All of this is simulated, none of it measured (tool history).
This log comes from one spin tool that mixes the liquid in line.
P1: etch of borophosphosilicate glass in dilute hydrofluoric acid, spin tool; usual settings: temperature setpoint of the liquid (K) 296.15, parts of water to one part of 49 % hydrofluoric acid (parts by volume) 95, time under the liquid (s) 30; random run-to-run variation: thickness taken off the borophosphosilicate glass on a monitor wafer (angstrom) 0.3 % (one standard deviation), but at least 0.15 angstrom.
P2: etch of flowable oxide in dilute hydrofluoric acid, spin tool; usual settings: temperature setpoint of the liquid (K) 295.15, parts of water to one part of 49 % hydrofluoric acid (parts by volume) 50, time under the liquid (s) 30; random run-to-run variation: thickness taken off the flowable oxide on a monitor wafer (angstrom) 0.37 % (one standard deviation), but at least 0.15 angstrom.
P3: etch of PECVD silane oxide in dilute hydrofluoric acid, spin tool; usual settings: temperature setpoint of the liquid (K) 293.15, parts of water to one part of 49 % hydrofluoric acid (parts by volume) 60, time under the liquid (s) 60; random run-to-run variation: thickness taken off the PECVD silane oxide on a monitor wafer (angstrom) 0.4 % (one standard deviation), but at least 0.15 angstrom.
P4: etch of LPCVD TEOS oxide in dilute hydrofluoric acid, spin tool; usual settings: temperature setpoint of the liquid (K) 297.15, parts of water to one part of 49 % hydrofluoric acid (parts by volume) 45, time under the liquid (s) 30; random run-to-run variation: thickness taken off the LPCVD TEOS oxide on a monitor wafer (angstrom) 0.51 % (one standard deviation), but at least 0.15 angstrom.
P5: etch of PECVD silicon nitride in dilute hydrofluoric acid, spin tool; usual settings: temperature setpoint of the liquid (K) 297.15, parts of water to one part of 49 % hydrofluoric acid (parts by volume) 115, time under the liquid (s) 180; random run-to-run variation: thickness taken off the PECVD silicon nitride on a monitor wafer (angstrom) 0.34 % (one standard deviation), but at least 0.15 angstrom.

run   hour  process that ran  temperature setpoint of the liquid (K)  parts of water to one part of 49 % hydrofluoric acid (parts by volume)  time under the liquid (s)  hours since the thermometer was replaced  hours since the hydrofluoric acid flow meter was replaced  thickness taken off the borophosphosilicate glass on a monitor wafer (angstrom)  thickness taken off the LPCVD TEOS oxide on a monitor wafer (angstrom)  thickness taken off the flowable oxide on a monitor wafer (angstrom)  thickness taken off the PECVD silicon nitride on a monitor wafer (angstrom)  thickness taken off the PECVD silane oxide on a monitor wafer (angstrom)
  1   15.6                P1                                  296.15                                                                      95                         30                                     196.9                                                      352.4                                                                          125.460
  2   25.4                P4                                  297.15                                                                      70                         30                                     206.7                                                      362.2                                                                                                                                                    96.13
  3   39.5                P2                                  295.15                                                                      50                         15                                     220.8                                                      376.3                                                                                                                                                                                                                         125.11
  4   57.8                P1                                  296.15                                                                     155                         30                                     239.1                                                      394.6                                                                           71.734
  5   72.3                P1                                  296.15                                                                      95                         30                                     253.6                                                      409.1                                                                          125.400
  6   83.0                P1                                  296.15                                                                      95                         50                                     264.3                                                      419.8                                                                          209.930
  7   96.6                P2                                  303.15                                                                      50                         30                                     277.9                                                      433.4                                                                                                                                                                                                                         348.93
  8  108.7                P1                                  296.15                                                                      95                         30                                     290.0                                                      445.5                                                                          125.280
  9  122.7                P2                                  295.15                                                                      50                         30                                     304.0                                                      459.5                                                                                                                                                                                                                         251.04
 10  133.9                P5                                  297.15                                                                     205                        180                                     315.2                                                      470.7                                                                                                                                                                                                                                                                                                      35.473
 11  151.5                P3                                  293.15                                                                      60                         60                                     332.8                                                      488.3                                                                                                                                                                                                                                                                                                                                                                               348.920
     167.6  -- thermometer replaced
 12  170.1                P2                                  295.15                                                                      50                         30                                       2.6                                                      506.9                                                                                                                                                                                                                         251.94
 13  186.9                P1                                  296.15                                                                      95                         15                                      19.4                                                      523.7                                                                           62.586
 14  200.1                P5                                  290.15                                                                     115                        180                                      32.6                                                      536.9                                                                                                                                                                                                                                                                                                      38.881
 15  214.9                P3                                  293.15                                                                      60                         60                                      47.4                                                      551.7                                                                                                                                                                                                                                                                                                                                                                               349.340
 16  230.8                P2                                  295.15                                                                      90                         30                                      63.3                                                      567.6                                                                                                                                                                                                                         133.28
 17  242.2                P5                                  297.15                                                                     115                        180                                      74.7                                                      579.0                                                                                                                                                                                                                                                                                                      62.942
 18  251.8                P3                                  293.15                                                                      60                         15                                      84.3                                                      588.6                                                                                                                                                                                                                                                                                                                                                                                86.864
 19  268.9                P1                                  296.15                                                                      20                         30                                     101.4                                                      605.7                                                                          656.670
 20  277.9                P1                                  296.15                                                                      95                         30                                     110.4                                                      614.7                                                                          125.170
 21  292.8                P3                                  293.15                                                                      20                         60                                     125.3                                                      629.6                                                                                                                                                                                                                                                                                                                                                                              1092.100
 22  310.7                P5                                  297.15                                                                     115                         75                                     143.2                                                      647.5                                                                                                                                                                                                                                                                                                      26.400
 23  324.0                P1                                  290.15                                                                      95                         30                                     156.5                                                      660.8                                                                           98.116
 24  337.1                P1                                  290.15                                                                      95                         45                                     169.6                                                      673.9                                                                          146.230
 25  353.2                P1                                  296.15                                                                      95                         30                                     185.7                                                      690.0                                                                          125.660
 26  371.3                P4                                  297.15                                                                      45                         60                                     203.8                                                      708.1                                                                                                                                                   312.42
 27  383.0                P4                                  297.15                                                                      45                         30                                     215.5                                                      719.8                                                                                                                                                   155.24

What does the tool deliver on the next run?
 28  397.0                P4                                  303.65                                                                      45                         30                                     229.5                                                      733.8                                                                                                                                                        ?

For run 28 the tool returned thickness taken off the LPCVD TEOS oxide on a monitor wafer (angstrom) 202.42.
